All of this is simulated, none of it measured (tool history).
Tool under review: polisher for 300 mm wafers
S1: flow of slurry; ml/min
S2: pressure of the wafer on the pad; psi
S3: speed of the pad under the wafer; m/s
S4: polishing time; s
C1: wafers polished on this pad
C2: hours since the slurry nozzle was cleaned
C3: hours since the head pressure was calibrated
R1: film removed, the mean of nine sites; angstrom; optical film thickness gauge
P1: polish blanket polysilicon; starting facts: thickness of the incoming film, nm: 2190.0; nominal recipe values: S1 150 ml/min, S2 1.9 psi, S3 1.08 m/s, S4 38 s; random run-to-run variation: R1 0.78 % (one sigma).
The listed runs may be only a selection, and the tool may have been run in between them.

Run 1, hour 15.5: S1 150 ml/min, S2 1.9 psi, S3 1.08 m/s, S4 38 s; C1 860; C2 391.0; C3 383.0. Result: R1 1904.70 angstrom.
Run 2, hour 27.3: S1 150 ml/min, S2 2.8 psi, S3 1.60 m/s, S4 38 s; C1 951; C2 402.8; C3 394.8. Result: R1 4176.60 angstrom.
Run 3, hour 43.8: S1 150 ml/min, S2 1.9 psi, S3 1.08 m/s, S4 38 s; C1 1079; C2 419.3; C3 411.3. Result: R1 1924.30 angstrom.
Run 4, hour 55.6: S1 150 ml/min, S2 1.9 psi, S3 0.64 m/s, S4 38 s; C1 1170; C2 431.1; C3 423.1. Result: R1 1127.20 angstrom.
Run 5, hour 73.2: S1 150 ml/min, S2 3.1 psi, S3 1.08 m/s, S4 38 s; C1 1306; C2 448.7; C3 440.7. Result: R1 3098.50 angstrom.
Run 6, hour 90.9: S1 150 ml/min, S2 1.9 psi, S3 1.08 m/s, S4 38 s; C1 1443; C2 466.4; C3 458.4. Result: R1 1888.90 angstrom.
Run 7, hour 101.9: S1 150 ml/min, S2 1.9 psi, S3 1.08 m/s, S4 38 s; C1 1528; C2 477.4; C3 469.4. Result: R1 1895.10 angstrom.
Run 8, hour 113.0: S1 150 ml/min, S2 1.9 psi, S3 1.08 m/s, S4 38 s; C1 1614; C2 488.5; C3 480.5. Result: R1 1882.20 angstrom.
Run 9, hour 127.2: S1 150 ml/min, S2 1.9 psi, S3 1.08 m/s, S4 38 s; C1 1724; C2 502.7; C3 494.7. Result: R1 1894.50 angstrom.
Run 10, hour 140.6: S1 215 ml/min, S2 1.9 psi, S3 0.78 m/s, S4 38 s; C1 1828; C2 516.1; C3 508.1. Result: R1 1454.20 angstrom.
Run 11, hour 156.7: S1 150 ml/min, S2 1.9 psi, S3 1.08 m/s, S4 21 s; C1 1953; C2 532.2; C3 524.2. Result: R1 1057.90 angstrom.
Run 12, hour 169.9: S1 150 ml/min, S2 1.9 psi, S3 1.08 m/s, S4 54 s; C1 2055; C2 545.4; C3 537.4. Result: R1 2711.00 angstrom.
Run 13, hour 187.2: S1 195 ml/min, S2 1.9 psi, S3 1.08 m/s, S4 38 s; C1 2189; C2 562.7; C3 554.7. Result: R1 1958.60 angstrom.
Run 14, hour 199.7: S1 150 ml/min, S2 1.9 psi, S3 1.60 m/s, S4 38 s; C1 2285; C2 575.2; C3 567.2. Result: R1 2802.70 angstrom.
Run 15, hour 214.4: S1 150 ml/min, S2 1.9 psi, S3 1.08 m/s, S4 38 s; C1 2399; C2 589.9; C3 581.9. Result: R1 1918.20 angstrom.
Run 16, hour 227.8: S1 95 ml/min, S2 1.9 psi, S3 1.08 m/s, S4 38 s; C1 2503; C2 603.3; C3 595.3. Result: R1 1740.90 angstrom.
Run 17, hour 243.3: S1 150 ml/min, S2 0.9 psi, S3 1.08 m/s, S4 38 s; C1 2623; C2 618.8; C3 610.8. Result: R1 906.94 angstrom.
Run 18, hour 257.5: S1 150 ml/min, S2 1.9 psi, S3 1.08 m/s, S4 38 s; C1 2733; C2 633.0; C3 625.0. Result: R1 1902.90 angstrom.
Run 19, hour 271.8: S1 150 ml/min, S2 1.9 psi, S3 1.08 m/s, S4 38 s; C1 2843; C2 647.3; C3 639.3. Result: R1 1801.40 angstrom.
Run 20, hour 287.4: S1 150 ml/min, S2 1.9 psi, S3 1.08 m/s, S4 38 s; C1 2964; C2 662.9; C3 654.9. Result: R1 1751.10 angstrom.

What will run 21 give?
At hour 296.6: worn pad replaced by a new one.
Run 21, hour 297.2: S1 150 ml/min, S2 1.9 psi, S3 1.08 m/s, S4 38 s; C1 5; C2 672.7; C3 664.7. Result: R1 ?.

{"run 21": {"R1": 1762.8}}

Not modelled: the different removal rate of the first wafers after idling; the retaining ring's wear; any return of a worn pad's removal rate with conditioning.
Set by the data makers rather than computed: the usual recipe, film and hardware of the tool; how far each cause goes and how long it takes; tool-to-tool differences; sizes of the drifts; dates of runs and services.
